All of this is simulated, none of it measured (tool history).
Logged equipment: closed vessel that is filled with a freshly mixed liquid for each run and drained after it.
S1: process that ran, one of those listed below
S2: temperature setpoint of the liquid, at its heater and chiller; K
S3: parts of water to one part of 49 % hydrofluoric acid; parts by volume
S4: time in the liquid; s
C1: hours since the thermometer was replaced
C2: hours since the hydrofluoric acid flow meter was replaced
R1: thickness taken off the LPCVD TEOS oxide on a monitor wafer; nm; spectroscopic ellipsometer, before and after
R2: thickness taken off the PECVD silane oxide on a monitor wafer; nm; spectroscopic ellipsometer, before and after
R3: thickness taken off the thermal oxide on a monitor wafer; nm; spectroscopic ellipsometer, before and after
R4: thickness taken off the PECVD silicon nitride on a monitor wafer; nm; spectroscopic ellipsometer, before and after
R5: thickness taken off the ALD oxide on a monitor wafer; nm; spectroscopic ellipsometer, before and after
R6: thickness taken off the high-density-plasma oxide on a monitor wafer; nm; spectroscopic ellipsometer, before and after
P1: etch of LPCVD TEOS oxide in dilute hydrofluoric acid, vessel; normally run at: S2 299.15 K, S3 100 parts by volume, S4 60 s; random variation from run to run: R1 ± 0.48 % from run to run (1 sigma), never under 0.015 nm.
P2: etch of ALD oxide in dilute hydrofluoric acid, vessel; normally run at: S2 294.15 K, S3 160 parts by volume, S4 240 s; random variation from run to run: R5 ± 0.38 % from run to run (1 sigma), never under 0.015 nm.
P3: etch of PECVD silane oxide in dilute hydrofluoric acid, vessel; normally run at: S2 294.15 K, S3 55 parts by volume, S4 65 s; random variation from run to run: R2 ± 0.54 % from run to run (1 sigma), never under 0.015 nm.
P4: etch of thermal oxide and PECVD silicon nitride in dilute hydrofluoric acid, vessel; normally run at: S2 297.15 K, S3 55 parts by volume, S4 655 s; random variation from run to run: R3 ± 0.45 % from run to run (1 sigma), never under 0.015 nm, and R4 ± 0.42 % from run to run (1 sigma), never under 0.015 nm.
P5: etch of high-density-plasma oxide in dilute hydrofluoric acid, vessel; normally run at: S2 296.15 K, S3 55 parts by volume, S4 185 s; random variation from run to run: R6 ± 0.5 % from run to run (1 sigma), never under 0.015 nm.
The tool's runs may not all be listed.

run	day	S1	S2	S3	S4	C1	C2	R1	R2	R3	R4	R5	R6
1	0.300	P1	299.15	100	60	476.1	680.6	27.665					
2	0.808	P1	299.15	100	60	488.3	692.8	27.439					
3	1.117	P1	292.15	100	60	495.7	700.2	20.675					
4	1.388	P1	299.15	100	60	502.2	706.7	27.505					
5	1.638	P3	294.15	95	65	508.2	712.7		30.403				
6	1.917	P1	299.15	100	60	514.9	719.4	27.684					
7	2.367	P4	297.15	55	205	525.7	730.2			18.453	20.480		
8	2.767	P4	297.15	55	655	535.3	739.8			58.970	65.119		
9	3.092	P2	294.15	290	240	543.1	747.6					9.0037	
10	3.442	P1	299.15	100	60	551.5	756.0	27.540					
11	3.896	P1	307.15	100	60	562.4	766.9	36.982					
12	4.404	P3	294.15	55	65	574.6	779.1		55.316				
13	4.892	P4	297.15	55	655	586.3	790.8			58.842	65.102		
14	5.238	P1	299.15	100	30	594.6	799.1	13.744					
15	5.517	P4	297.15	100	655	601.3	805.8			30.576	36.179		
16	5.762	P1	299.15	100	100	607.2	811.7	45.843					
17	6.033	P3	294.15	55	65	613.7	818.2		55.037				
18	6.446	P5	296.15	55	350	623.6	828.1						43.834
19	7.000	P3	290.15	55	65	636.9	841.4		46.186				
20	7.262	P2	290.15	160	240	643.2	847.7					15.7340	
21	7.679	P5	296.15	20	185	653.2	857.7						66.930
22	8.079	P3	294.15	55	30	662.8	867.3		25.430				
23	8.362	P4	304.15	55	655	669.6	874.1			78.231	102.050		
24	8.908	P2	294.15	160	240	682.7	887.2					18.5320	
25	9.338	P5	302.15	55	185	693.0	897.5						29.636
26	9.746	P5	296.15	55	185	702.8	907.3						23.315
27	10.267	P2	294.15	160	120	715.3	919.8					9.2830	
28	10.662	P1	299.15	60	60	724.8	929.3	48.669					
29	11.100	P1	295.65	165	60	735.3	939.8	13.485					
30	11.483	P1	299.15	170	60	744.5	949.0	14.887					
31	11.904	P1	299.15	100	60	754.6	959.1	27.429					
32	12.292	P1	299.15	100	60	763.9	968.4	28.537					
33	12.821	P1	299.15	100	60	776.6	981.1	29.235					
34	13.342	P1	299.15	100	60	789.1	993.6	29.776					
35	13.675	P1	299.15	100	60	797.1	1001.6	29.803					
36	13.992	P1	299.15	100	60	804.7	1009.2	29.930					
37	14.233	P1	299.15	100	60	810.5	1015.0	29.912					
38	14.712	P1	299.15	100	60	822.0	1026.5	30.002					
39	15.246	P1	299.15	100	60	834.8	1039.3	30.295					

What P1 gives has crept away from where it was. These 2 causes fit the log equally well, each at the size given:
A: liquid hotter than its thermometer reads (K) = 2.42
B: hydrofluoric acid flow above the setpoint (%) = 8.61
At approximately day 11.904, the process output began to creep.

Of the 4 check runs listed below, each run on one wafer and each result written as a question mark, which would let you distinguish the listed causes because they would give clearly different results?
check 1	15.779	P4	297.15	55	655					?	?		
check 2	15.779	P3	294.15	55	65				?				
check 3	15.779	P2	294.15	160	240							?	
check 4	15.779	P5	296.15	55	185								?

What every check run would give for each of its results, assuming each possible cause in turn:
check	result	if A	if B
check 1	R3	65.181	64.539
check 1	R4	76.440	70.533
check 2	R2	60.597	59.833
check 3	R5	20.3790	20.4290
check 4	R6	25.651	25.375
Separation of the two closest causes in each check, using whichever result separates them best: check 1 8.04 %; check 2 1.27 %; check 3 0.24 %; check 4 1.08 %
The causes can be told apart only by check 1. The other checks would give nearly the same results under each of them.

Running check 1 produced the following: R3 64.517 nm; R4 70.312 nm. Which one of the listed causes fits?

B is the cause: hydrofluoric acid flow above the setpoint (%).
